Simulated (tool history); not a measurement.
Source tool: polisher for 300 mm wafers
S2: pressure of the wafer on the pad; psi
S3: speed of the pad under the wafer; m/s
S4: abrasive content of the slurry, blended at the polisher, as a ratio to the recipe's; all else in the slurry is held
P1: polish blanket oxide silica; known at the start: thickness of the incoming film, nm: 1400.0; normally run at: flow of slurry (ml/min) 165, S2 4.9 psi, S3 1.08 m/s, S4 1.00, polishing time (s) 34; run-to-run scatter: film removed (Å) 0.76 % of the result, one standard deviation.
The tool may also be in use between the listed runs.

run 1 day=0.371 | flow_of_slurry_(ml/min)=165 S2=4.9 S3=1.08 S4=1.00 polishing_time_(s)=34 | film_removed_(Å)=1141.10
run 2 day=0.792 | flow_of_slurry_(ml/min)=165 S2=4.9 S3=1.08 S4=1.00 polishing_time_(s)=24 | film_removed_(Å)=810.75
run 3 day=1.383 | flow_of_slurry_(ml/min)=165 S2=4.9 S3=1.08 S4=1.00 polishing_time_(s)=34 | film_removed_(Å)=1149.40
run 4 day=1.912 | flow_of_slurry_(ml/min)=255 S2=4.9 S3=1.08 S4=1.00 polishing_time_(s)=34 | film_removed_(Å)=1217.30
run 5 day=2.296 | flow_of_slurry_(ml/min)=165 S2=7.1 S3=1.34 S4=1.00 polishing_time_(s)=34 | film_removed_(Å)=1986.40
run 6 day=2.750 | flow_of_slurry_(ml/min)=165 S2=4.9 S3=1.08 S4=1.50 polishing_time_(s)=34 | film_removed_(Å)=1343.60
run 7 day=3.108 | flow_of_slurry_(ml/min)=165 S2=4.9 S3=1.08 S4=1.00 polishing_time_(s)=34 | film_removed_(Å)=1144.60
run 8 day=3.546 | flow_of_slurry_(ml/min)=165 S2=4.9 S3=1.68 S4=1.00 polishing_time_(s)=34 | film_removed_(Å)=1630.60
run 9 day=4.008 | flow_of_slurry_(ml/min)=100 S2=4.9 S3=1.08 S4=1.00 polishing_time_(s)=34 | film_removed_(Å)=1022.80
run 10 day=4.404 | flow_of_slurry_(ml/min)=165 S2=4.9 S3=1.08 S4=1.00 polishing_time_(s)=34 | film_removed_(Å)=1133.40
-- day=4.450 slurry blender recalibrated
run 11 day=5.071 | flow_of_slurry_(ml/min)=165 S2=4.9 S3=1.08 S4=1.00 polishing_time_(s)=34 | film_removed_(Å)=1142.30
run 12 day=5.662 | flow_of_slurry_(ml/min)=165 S2=4.9 S3=1.08 S4=1.00 polishing_time_(s)=53 | film_removed_(Å)=1772.50
-- day=6.167 slurry nozzle cleaned
run 13 day=6.292 | flow_of_slurry_(ml/min)=100 S2=4.9 S3=1.08 S4=1.25 polishing_time_(s)=34 | film_removed_(Å)=1156.50

The next listed run, before its measurement:
run 14 day=6.992 | flow_of_slurry_(ml/min)=100 S2=4.9 S3=0.64 S4=1.00 polishing_time_(s)=34 | film_removed_(Å)=?

Run 14 produced film removed (Å) 682.88.

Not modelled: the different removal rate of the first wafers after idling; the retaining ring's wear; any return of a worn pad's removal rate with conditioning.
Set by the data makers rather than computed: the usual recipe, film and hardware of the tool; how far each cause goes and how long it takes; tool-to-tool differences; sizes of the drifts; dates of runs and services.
